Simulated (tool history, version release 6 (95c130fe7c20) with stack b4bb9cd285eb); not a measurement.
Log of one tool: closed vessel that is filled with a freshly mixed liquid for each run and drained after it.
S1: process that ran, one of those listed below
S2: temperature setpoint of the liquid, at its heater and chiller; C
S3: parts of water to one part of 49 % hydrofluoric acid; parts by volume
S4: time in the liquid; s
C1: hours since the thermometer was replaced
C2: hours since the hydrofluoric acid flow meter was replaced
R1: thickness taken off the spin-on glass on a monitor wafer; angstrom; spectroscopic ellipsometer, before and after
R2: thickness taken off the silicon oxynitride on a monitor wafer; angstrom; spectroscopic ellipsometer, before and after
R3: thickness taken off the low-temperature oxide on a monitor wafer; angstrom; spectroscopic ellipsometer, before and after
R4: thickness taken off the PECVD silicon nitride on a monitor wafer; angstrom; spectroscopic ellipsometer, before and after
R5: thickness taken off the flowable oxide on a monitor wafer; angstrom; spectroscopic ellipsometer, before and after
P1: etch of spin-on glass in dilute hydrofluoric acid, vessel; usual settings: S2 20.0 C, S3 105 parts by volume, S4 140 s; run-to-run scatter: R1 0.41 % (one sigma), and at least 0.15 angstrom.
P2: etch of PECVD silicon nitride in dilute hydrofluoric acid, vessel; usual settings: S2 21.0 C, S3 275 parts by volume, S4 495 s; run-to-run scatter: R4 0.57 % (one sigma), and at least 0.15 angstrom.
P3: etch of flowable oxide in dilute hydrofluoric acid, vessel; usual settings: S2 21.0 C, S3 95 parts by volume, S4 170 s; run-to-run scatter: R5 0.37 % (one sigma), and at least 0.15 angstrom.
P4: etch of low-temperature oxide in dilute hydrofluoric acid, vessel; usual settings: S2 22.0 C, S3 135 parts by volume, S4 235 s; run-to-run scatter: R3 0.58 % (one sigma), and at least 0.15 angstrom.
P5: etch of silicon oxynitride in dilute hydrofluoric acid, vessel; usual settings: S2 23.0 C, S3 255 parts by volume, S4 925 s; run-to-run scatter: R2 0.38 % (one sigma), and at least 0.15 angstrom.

run,day,S1,S2,S3,S4,C1,C2,R1,R2,R3,R4,R5
1,0.500,P1,20.0,105,140,416.4,1595.1,391.830,,,,
2,1.046,P1,20.0,25,140,429.5,1608.2,1826.600,,,,
3,1.550,P1,20.0,105,140,441.6,1620.3,394.250,,,,
4,2.271,P5,17.0,255,925,458.9,1637.6,,43.625,,,
5,3.008,P4,22.0,185,235,476.6,1655.3,,,259.480,,
6,3.525,P4,22.0,135,235,489.0,1667.7,,,376.100,,
7,3.988,P1,27.5,105,265,500.1,1678.8,1003.200,,,,
8,4.629,P1,24.0,105,140,515.5,1694.2,464.260,,,,
9,5.175,P2,17.0,275,495,528.6,1707.3,,,,48.520,
10,5.612,P1,17.0,145,140,539.1,1717.8,241.970,,,,
11,5.942,P3,21.0,95,170,547.0,1725.7,,,,,560.97
# day 6.233: thermometer replaced
12,6.425,P1,17.0,105,140,4.6,1737.3,347.390,,,,
13,6.908,P2,21.0,120,495,16.2,1748.9,,,,142.570,
14,7.375,P2,21.0,275,495,27.4,1760.1,,,,62.593,
15,7.733,P5,23.0,255,1780,36.0,1768.7,,110.070,,,
16,8.183,P3,21.0,95,170,46.8,1779.5,,,,,562.67
17,8.862,P3,21.0,95,45,63.1,1795.8,,,,,148.99
18,9.512,P1,20.0,105,140,78.7,1811.4,396.590,,,,
19,10.000,P5,23.0,135,925,90.4,1823.1,,117.340,,,
20,10.679,P1,20.0,105,140,106.7,1839.4,394.170,,,,
21,11.254,P3,29.5,95,170,120.5,1853.2,,,,,779.15
22,11.688,P1,20.0,105,140,130.9,1863.6,392.610,,,,
23,12.433,P4,22.0,135,40,148.8,1881.5,,,64.199,,
24,12.838,P2,21.0,275,70,158.5,1891.2,,,,9.100,
25,13.188,P1,20.0,185,140,166.9,1899.6,205.740,,,,
26,13.942,P5,23.0,255,925,185.0,1917.7,,56.637,,,
27,14.375,P1,20.0,105,140,195.4,1928.1,395.530,,,,
28,14.975,P1,20.0,105,225,209.8,1942.5,632.350,,,,
29,15.325,P1,20.0,105,30,218.2,1950.9,84.274,,,,
30,16.058,P4,17.0,135,235,235.8,1968.5,,,305.500,,
31,16.738,P3,21.0,20,170,252.1,1984.8,,,,,2914.60
32,17.433,P1,20.0,105,140,268.8,2001.5,394.590,,,,
33,17.954,P1,20.0,105,140,281.3,2014.0,407.200,,,,
34,18.608,P1,20.0,105,140,297.0,2029.7,418.930,,,,
35,19.062,P1,20.0,105,140,307.9,2040.6,419.950,,,,
36,19.771,P1,20.0,105,140,324.9,2057.6,425.440,,,,
37,20.142,P1,20.0,105,140,333.8,2066.5,426.430,,,,
38,20.483,P1,20.0,105,140,342.0,2074.7,427.560,,,,
39,21.112,P1,20.0,105,140,357.1,2089.8,427.110,,,,
40,21.458,P1,20.0,105,140,365.4,2098.1,430.660,,,,
41,22.125,P1,20.0,105,140,381.4,2114.1,429.290,,,,

What P1 gives has crept away from where it was. These 2 causes fit the log equally well, each at the size given:
A: hydrofluoric acid flow above the setpoint (%) = 8.07
B: liquid hotter than its thermometer reads (K) = 2.14
The creep began at about day 17.433.

4 check runs are offered, one wafer each, their results left as question marks. Which one tells the causes apart?
check 1,22.792,P3,29.0,20,170,,,,,,,?
check 2,22.792,P2,21.0,275,265,,,,,,?,
check 3,22.792,P5,17.0,255,925,,,,?,,,
check 4,22.792,P4,22.0,135,110,,,,,?,,

What each check would give under each cause:
check,result,if A,if B
check 1,R5,4416.10,4445.90
check 2,R4,36.420,38.621
check 3,R2,47.389,47.890
check 4,R3,191.970,190.920
How far apart the two closest causes lie, in the result that separates them most: check 1 0.67 %; check 2 5.87 %; check 3 1.05 %; check 4 0.55 %
Only check 2 tells the causes apart: in the others they would give nearly the same result.

Then check 2 was run and gave: R4 36.691 angstrom. Which cause is it?

It is A: hydrofluoric acid flow above the setpoint (%).
